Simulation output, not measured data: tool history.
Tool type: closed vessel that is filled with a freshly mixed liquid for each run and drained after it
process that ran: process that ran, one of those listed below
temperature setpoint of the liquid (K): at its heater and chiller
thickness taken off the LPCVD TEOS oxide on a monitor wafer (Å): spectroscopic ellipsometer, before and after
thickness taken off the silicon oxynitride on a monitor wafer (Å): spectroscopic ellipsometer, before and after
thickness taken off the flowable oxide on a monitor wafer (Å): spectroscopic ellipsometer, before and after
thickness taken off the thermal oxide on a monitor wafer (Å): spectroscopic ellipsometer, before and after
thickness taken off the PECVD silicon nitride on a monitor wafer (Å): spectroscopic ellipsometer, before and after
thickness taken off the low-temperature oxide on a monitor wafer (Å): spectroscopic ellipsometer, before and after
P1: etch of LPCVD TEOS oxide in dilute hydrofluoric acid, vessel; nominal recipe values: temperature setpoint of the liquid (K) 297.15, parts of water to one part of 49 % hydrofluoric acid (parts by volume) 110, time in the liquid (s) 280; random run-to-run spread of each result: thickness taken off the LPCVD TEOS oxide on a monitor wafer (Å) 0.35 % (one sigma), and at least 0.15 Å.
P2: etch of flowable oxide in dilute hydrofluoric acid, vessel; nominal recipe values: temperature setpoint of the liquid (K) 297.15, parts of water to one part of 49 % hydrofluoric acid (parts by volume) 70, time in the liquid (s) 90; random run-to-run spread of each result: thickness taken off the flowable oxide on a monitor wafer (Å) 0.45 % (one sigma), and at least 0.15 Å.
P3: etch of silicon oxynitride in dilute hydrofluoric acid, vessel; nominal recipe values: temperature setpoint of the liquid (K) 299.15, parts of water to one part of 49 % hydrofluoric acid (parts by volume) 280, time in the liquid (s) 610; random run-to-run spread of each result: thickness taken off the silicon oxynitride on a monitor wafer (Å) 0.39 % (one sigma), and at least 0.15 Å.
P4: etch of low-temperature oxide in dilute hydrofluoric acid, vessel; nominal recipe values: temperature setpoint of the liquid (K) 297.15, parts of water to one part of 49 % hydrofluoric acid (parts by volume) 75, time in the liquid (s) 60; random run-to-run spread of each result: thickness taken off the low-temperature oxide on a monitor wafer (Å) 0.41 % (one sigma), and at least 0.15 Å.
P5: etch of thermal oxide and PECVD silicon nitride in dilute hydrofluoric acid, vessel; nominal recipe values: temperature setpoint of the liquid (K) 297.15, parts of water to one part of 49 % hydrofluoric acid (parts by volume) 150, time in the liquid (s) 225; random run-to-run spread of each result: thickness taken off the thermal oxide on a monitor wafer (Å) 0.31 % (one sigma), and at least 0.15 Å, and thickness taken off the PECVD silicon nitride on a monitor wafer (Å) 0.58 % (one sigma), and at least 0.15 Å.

run,hour,process that ran,temperature setpoint of the liquid (K),parts of water to one part of 49 % hydrofluoric acid (parts by volume),time in the liquid (s),thickness taken off the LPCVD TEOS oxide on a monitor wafer (Å),thickness taken off the silicon oxynitride on a monitor wafer (Å),thickness taken off the flowable oxide on a monitor wafer (Å),thickness taken off the thermal oxide on a monitor wafer (Å),thickness taken off the PECVD silicon nitride on a monitor wafer (Å),thickness taken off the low-temperature oxide on a monitor wafer (Å)
1,8.8,P1,297.15,110,280,431.46,,,,,
2,19.5,P3,299.15,280,610,,88.849,,,,
3,29.5,P1,305.15,110,280,589.36,,,,,
4,36.8,P2,305.15,70,90,,,658.76,,,
5,45.5,P2,297.15,70,180,,,970.48,,,
6,54.3,P2,297.15,70,90,,,483.46,,,
7,59.7,P1,290.15,110,280,324.39,,,,,
8,69,P3,299.15,280,1190,,174.31,,,,
9,77.8,P5,297.15,265,225,,,,32.273,27.37,
10,83.5,P1,297.15,110,280,434.2,,,,,
11,90.9,P5,297.15,150,330,,,,95.021,70.122,
12,96,P1,297.15,190,70,57.136,,,,,
13,101.1,P1,303.15,110,145,280.99,,,,,
14,106.4,P4,297.15,75,60,,,,,,247.55
15,114.9,P4,297.15,20,60,,,,,,995.89
16,123.1,P2,297.15,25,90,,,1447.3,,,
17,128.7,P4,297.15,75,30,,,,,,124.49
18,136.6,P1,297.15,110,280,430.39,,,,,
19,145.9,P3,304.65,280,610,,110.59,,,,
20,153.4,P5,297.15,150,225,,,,64.924,48.177,
21,162.1,P1,297.15,110,490,752.37,,,,,
22,167.8,P4,303.65,75,60,,,,,,320.12
23,177.8,P1,297.15,70,280,718.95,,,,,
24,188,P1,297.15,110,40,61.517,,,,,
25,196.3,P2,297.15,70,90,,,485.89,,,
26,206.4,P1,297.15,110,280,432.79,,,,,
27,216.2,P3,299.15,115,610,,245.65,,,,
28,223.2,P4,297.15,75,60,,,,,,247.29
29,231.6,P3,299.15,280,610,,89.185,,,,
30,237.1,P1,297.15,110,280,431.88,,,,,
31,243.1,P1,297.15,110,280,430.61,,,,,
32,251.2,P5,292.15,150,225,,,,53.355,34.876,
33,258.2,P5,297.15,150,225,,,,64.301,48.494,

Run 34 comes next. What will it give?
34,269.2,P1,297.15,195,280,?,,,,,

thickness taken off the LPCVD TEOS oxide on a monitor wafer (Å): 220.5

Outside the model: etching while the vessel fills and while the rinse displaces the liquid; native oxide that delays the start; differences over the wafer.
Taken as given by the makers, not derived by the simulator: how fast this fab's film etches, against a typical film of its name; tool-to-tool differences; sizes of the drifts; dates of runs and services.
